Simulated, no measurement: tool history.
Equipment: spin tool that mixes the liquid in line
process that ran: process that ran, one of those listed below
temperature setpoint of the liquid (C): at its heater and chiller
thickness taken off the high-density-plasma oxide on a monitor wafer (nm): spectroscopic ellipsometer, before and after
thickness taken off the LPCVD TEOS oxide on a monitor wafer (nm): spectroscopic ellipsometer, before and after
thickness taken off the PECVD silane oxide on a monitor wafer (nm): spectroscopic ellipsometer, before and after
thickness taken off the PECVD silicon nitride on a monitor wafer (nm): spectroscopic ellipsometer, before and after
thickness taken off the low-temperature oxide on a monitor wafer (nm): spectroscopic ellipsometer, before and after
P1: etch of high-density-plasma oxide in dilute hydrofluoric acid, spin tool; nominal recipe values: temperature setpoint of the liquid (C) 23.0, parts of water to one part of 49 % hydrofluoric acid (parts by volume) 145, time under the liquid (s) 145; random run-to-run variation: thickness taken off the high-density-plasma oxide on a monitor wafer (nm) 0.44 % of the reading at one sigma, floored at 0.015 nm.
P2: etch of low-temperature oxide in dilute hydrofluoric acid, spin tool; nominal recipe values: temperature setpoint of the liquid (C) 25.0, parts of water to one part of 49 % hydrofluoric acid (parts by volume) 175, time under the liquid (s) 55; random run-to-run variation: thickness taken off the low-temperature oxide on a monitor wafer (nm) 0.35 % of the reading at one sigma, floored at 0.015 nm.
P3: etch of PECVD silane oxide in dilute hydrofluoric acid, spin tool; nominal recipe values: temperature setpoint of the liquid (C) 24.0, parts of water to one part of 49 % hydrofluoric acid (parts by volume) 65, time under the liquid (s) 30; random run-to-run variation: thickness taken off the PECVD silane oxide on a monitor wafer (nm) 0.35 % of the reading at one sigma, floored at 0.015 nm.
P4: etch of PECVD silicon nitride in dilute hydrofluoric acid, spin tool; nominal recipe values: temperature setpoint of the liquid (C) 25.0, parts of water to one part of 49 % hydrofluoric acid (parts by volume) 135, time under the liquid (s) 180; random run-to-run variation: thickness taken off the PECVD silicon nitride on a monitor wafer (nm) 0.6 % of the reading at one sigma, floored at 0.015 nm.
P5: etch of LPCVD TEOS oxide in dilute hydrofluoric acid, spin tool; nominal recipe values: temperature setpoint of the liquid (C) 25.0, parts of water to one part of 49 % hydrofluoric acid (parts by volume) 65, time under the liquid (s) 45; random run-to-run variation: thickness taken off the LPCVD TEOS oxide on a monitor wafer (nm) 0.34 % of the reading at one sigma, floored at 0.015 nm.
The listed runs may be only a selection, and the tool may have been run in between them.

run	hour	process that ran	temperature setpoint of the liquid (C)	parts of water to one part of 49 % hydrofluoric acid (parts by volume)	time under the liquid (s)	hours since the thermometer was replaced	hours since the hydrofluoric acid flow meter was replaced	thickness taken off the high-density-plasma oxide on a monitor wafer (nm)	thickness taken off the LPCVD TEOS oxide on a monitor wafer (nm)	thickness taken off the PECVD silane oxide on a monitor wafer (nm)	thickness taken off the PECVD silicon nitride on a monitor wafer (nm)	thickness taken off the low-temperature oxide on a monitor wafer (nm)
1	9.4	P1	23.0	145	145	672.6	1225.5	6.1792				
2	15.9	P5	25.0	65	45	679.1	1232.0		42.684			
3	24.5	P3	24.0	65	30	687.7	1240.6			18.4560		
4	33.8	P5	21.0	65	45	697.0	1249.9		36.070			
5	41.4	P3	17.0	65	30	704.6	1257.5			13.7960		
6	53.9	P1	31.0	145	145	717.1	1270.0	8.4244				
7	66.7	P1	23.0	145	145	729.9	1282.8	6.2193				
8	73.5	P1	23.0	145	145	736.7	1289.6	6.1559				
9	83.9	P1	18.5	40	145	747.1	1300.0	21.1070				
10	97.1	P4	25.0	135	180	760.3	1313.2				5.42050	
11	108.0	P1	23.0	145	80	771.2	1324.1	3.4445				
12	114.3	P2	20.0	175	55	777.5	1330.4					7.8422
13	125.4	P1	23.0	145	270	788.6	1341.5	11.6560				
14	139.0	P5	25.0	65	80	802.2	1355.1		75.514			
15	148.8	P1	23.0	220	145	812.0	1364.9	3.7837				
16	161.1	P3	24.0	20	30	824.3	1377.2			64.2540		
17	172.5	P4	18.0	135	180	835.7	1388.6				3.44200	
18	182.9	P1	23.0	145	145	846.1	1399.0	6.2097				
19	194.5	P1	23.0	45	145	857.7	1410.6	22.5500				
20	203.2	P1	17.0	145	145	866.4	1419.3	4.9319				
21	213.8	P2	25.0	175	55	877.0	1429.9					9.4694
22	220.8	P3	24.0	65	15	884.0	1436.9			9.1895		
23	234.8	P5	25.0	20	45	898.0	1450.9		147.290			
24	245.6	P2	25.0	285	55	908.8	1461.7					5.1158
25	252.4	P4	25.0	135	180	915.6	1468.5				5.45590	
26	263.6	P4	25.0	135	15	926.8	1479.7				0.45543	
27	277.3	P1	23.0	145	145	940.5	1493.4	6.2499				
28	284.5	P2	25.0	175	90	947.7	1500.6					15.4540
29	293.6	P4	25.0	245	180	956.8	1509.7				3.02280	
30	302.4	P1	23.0	145	145	965.6	1518.5	6.2335				
31	313.5	P1	23.0	145	145	976.7	1529.6	6.4968				
32	319.7	P1	23.0	145	145	982.9	1535.8	6.5854				
33	329.7	P1	23.0	145	145	992.9	1545.8	6.5625				
34	336.4	P1	23.0	145	145	999.6	1552.5	6.7023				
35	345.5	P1	23.0	145	145	1008.7	1561.6	6.6258				
36	356.5	P1	23.0	145	145	1019.7	1572.6	6.6642				
37	364.3	P1	23.0	145	145	1027.5	1580.4	6.6809				

Something has made what P1 gives creep away from where it was; the 2 causes below, each at its own stated size, fit the log equally well:
A: liquid hotter than its thermometer reads (K) = 1.88
B: hydrofluoric acid flow above the setpoint (%) = 6.43
The creep began at about hour 302.4.

Each of the 4 check runs below uses one wafer; its results are left as question marks. Which run tells the causes apart?
check 1	372.1	P2	25.0	175	55							?
check 2	372.1	P3	24.0	65	30					?		
check 3	372.1	P5	25.0	65	45				?			
check 4	372.1	P4	25.0	135	180						?	

Predicted outcomes, by check and by cause:
check	result	if A	if B
check 1	thickness taken off the low-temperature oxide on a monitor wafer (nm)	10.1370	10.1900
check 2	thickness taken off the PECVD silane oxide on a monitor wafer (nm)	19.9350	19.7680
check 3	thickness taken off the LPCVD TEOS oxide on a monitor wafer (nm)	45.942	45.592
check 4	thickness taken off the PECVD silicon nitride on a monitor wafer (nm)	6.16490	5.81660
Separation of the two closest causes in each check, using whichever result separates them best: check 1 0.51 %; check 2 0.84 %; check 3 0.76 %; check 4 5.82 %
Only in check 4 would the causes give clearly different results; in the remaining checks their results would be nearly the same.

Running check 4 produced the following: thickness taken off the PECVD silicon nitride on a monitor wafer (nm) 5.86480. Which one of the listed causes fits?

The cause is B: hydrofluoric acid flow above the setpoint (%).
